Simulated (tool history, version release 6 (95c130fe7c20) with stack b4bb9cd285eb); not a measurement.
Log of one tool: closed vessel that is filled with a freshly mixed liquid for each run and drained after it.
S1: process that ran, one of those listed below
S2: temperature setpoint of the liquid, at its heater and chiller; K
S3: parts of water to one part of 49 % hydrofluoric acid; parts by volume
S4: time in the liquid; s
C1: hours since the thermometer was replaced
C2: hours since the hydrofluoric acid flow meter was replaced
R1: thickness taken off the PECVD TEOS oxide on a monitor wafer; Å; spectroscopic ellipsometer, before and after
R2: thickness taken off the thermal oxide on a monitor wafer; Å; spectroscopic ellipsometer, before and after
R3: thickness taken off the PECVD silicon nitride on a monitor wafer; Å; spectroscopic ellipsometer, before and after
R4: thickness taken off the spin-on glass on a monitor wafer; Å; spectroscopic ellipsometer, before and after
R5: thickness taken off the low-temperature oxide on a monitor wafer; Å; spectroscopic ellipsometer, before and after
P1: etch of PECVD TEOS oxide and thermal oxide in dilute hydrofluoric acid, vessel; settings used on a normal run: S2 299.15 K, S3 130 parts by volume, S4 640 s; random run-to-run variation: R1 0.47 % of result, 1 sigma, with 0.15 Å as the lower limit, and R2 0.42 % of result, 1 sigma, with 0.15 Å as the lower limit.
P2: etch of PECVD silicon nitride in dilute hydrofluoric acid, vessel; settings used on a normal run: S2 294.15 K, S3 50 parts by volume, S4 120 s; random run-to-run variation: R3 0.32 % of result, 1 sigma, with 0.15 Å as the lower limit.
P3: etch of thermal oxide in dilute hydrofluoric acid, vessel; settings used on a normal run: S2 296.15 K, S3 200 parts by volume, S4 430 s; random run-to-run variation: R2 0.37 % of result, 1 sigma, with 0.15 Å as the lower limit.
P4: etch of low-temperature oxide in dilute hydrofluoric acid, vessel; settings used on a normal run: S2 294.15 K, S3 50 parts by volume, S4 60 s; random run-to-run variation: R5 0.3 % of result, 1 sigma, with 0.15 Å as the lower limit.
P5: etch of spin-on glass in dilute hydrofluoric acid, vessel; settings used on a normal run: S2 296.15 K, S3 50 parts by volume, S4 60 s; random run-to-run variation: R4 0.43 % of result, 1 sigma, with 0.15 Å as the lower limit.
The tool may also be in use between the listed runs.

run     day  S1      S2   S3    S4      C1      C2      R1      R2      R3      R4      R5
  1   0.571  P1  299.15  130   640  1943.1   960.8  423.37  242.87
  2   0.875  P2  290.15   50   120  1950.4   968.1                  48.708
  3   1.292  P5  296.15   50    60  1960.4   978.1                          400.94
  4   1.812  P3  296.15   75   430  1972.9   990.6          263.27
  5   2.379  P4  294.15   90    60  1986.5  1004.2                                  211.93
  6   2.883  P4  290.15   50    60  1998.6  1016.3                                  338.21
  7     3.3  P3  296.15  200   430  2008.6  1026.3          86.551
  8   3.775  P2  294.15   20   120    2020  1037.7                  156.73
  9   4.125  P1  299.15  130   640  2028.4  1046.1  423.85  242.12
 10    4.65  P1  299.15  130   640    2041  1058.7  425.48  243.78
 11   4.908  P5  296.15   50   110  2047.2  1064.9                          735.85
 12   5.379  P1  303.15  130   990  2058.5  1076.2  755.22  435.39
 13   5.958  P1  299.15  130  1200  2072.4  1090.1   795.8  455.83
      6.142  -- thermometer replaced
 14   6.462  P1  306.65  130   640     7.8  1102.2  558.43   319.1
 15   6.767  P3  296.15  200   430    15.1  1109.5          86.819
 16   7.212  P1  299.15  130   640    25.8  1120.2  421.58  242.79
 17   7.588  P4  294.15   50    60    34.8  1129.2                                  398.45
 18   7.962  P2  294.15   50   120    43.8  1138.2                   64.79
 19   8.538  P4  294.15   50    30    57.6    1152                                  199.47
 20   8.971  P2  294.15   50   120      68  1162.4                  65.019
 21   9.425  P1  299.15  205   640    78.9  1173.3     245  140.77
 22   9.679  P1  292.65  130   640      85  1179.4   327.3  188.69
 23  10.008  P1  299.15   75   640    92.9  1187.3  786.21  447.43
 24  10.467  P3  300.15  200   430   103.9  1198.3          100.11
 25  10.775  P4  294.15   50    60   111.3  1205.7                                  398.46
 26  11.125  P1  299.15  130    85   119.7  1214.1  55.734  32.015
 27  11.417  P5  296.15   20    60   126.7  1221.1                          1038.8
 28  12.004  P5  302.65   50    60   140.8  1235.2                          525.36
 29  12.517  P2  294.15   50   185   153.1  1247.5                  100.03
 30  12.804  P1  303.65   55   640     160  1254.4  1317.2   757.6
 31  13.062  P3  296.15  200   840   166.2  1260.6          169.31
 32  13.346  P1  299.15  130   640     173  1267.4  425.28  241.15
 33    13.8  P1  299.15  130   640   183.9  1278.3  423.25  241.24
 34  14.325  P1  299.15  130   640   196.5  1290.9  423.71  240.87
 35  14.696  P1  299.15  130   640   205.4  1299.8  413.05  236.59
 36  15.088  P1  299.15  130   640   214.8  1309.2   407.4  235.65
 37  15.496  P1  299.15  130   640   224.6    1319  407.23  231.11
 38  15.912  P1  299.15  130   640   234.6    1329  406.32  232.48
 39  16.458  P1  299.15  130   640   247.7  1342.1  400.95  228.99
 40  16.992  P1  299.15  130   640   260.5  1354.9  399.79  229.77
 41  17.317  P1  299.15  130   640   268.3  1362.7  399.85   228.6
 42  17.767  P1  299.15  130   640   279.1  1373.5  398.17  229.07
 43  18.067  P1  299.15  130   640   286.3  1380.7  398.64  229.91

What P1 gives has crept off from where it sat before. The 2 causes that follow fit the log equally well, each at the size noted:
A: hydrofluoric acid flow below the setpoint (%) = 4.58
B: liquid colder than its thermometer reads (K) = 1.43
Onset of the creep was near day 14.325.

Consider the 4 single-wafer check runs listed below, results given as question marks: which one distinguishes between the causes by giving clearly different results for each?
check 1  18.367  P4  294.15  85   60                           ?
check 2  18.367  P5  299.15  50   60                       ?
check 3  18.367  P2  290.15  35  120                   ?
check 4  18.367  P3  296.15  95  705               ?

What each check would give under each cause:
  check  result    if A    if B
check 1      R5  213.34  211.74
check 2      R4  432.06   428.6
check 3      R3  66.149  62.447
check 4      R2  318.62  316.92
Distance between the nearest two causes, measured in the result of the check that separates them most: check 1 0.75 %; check 2 0.8 %; check 3 5.76 %; check 4 0.54 %
Only check 3 tells the causes apart: in the others they would give nearly the same result.

Then check 3 was run and gave: R3 62.587 Å. Which cause is it?

Of the candidate causes, it is B: liquid colder than its thermometer reads (K).
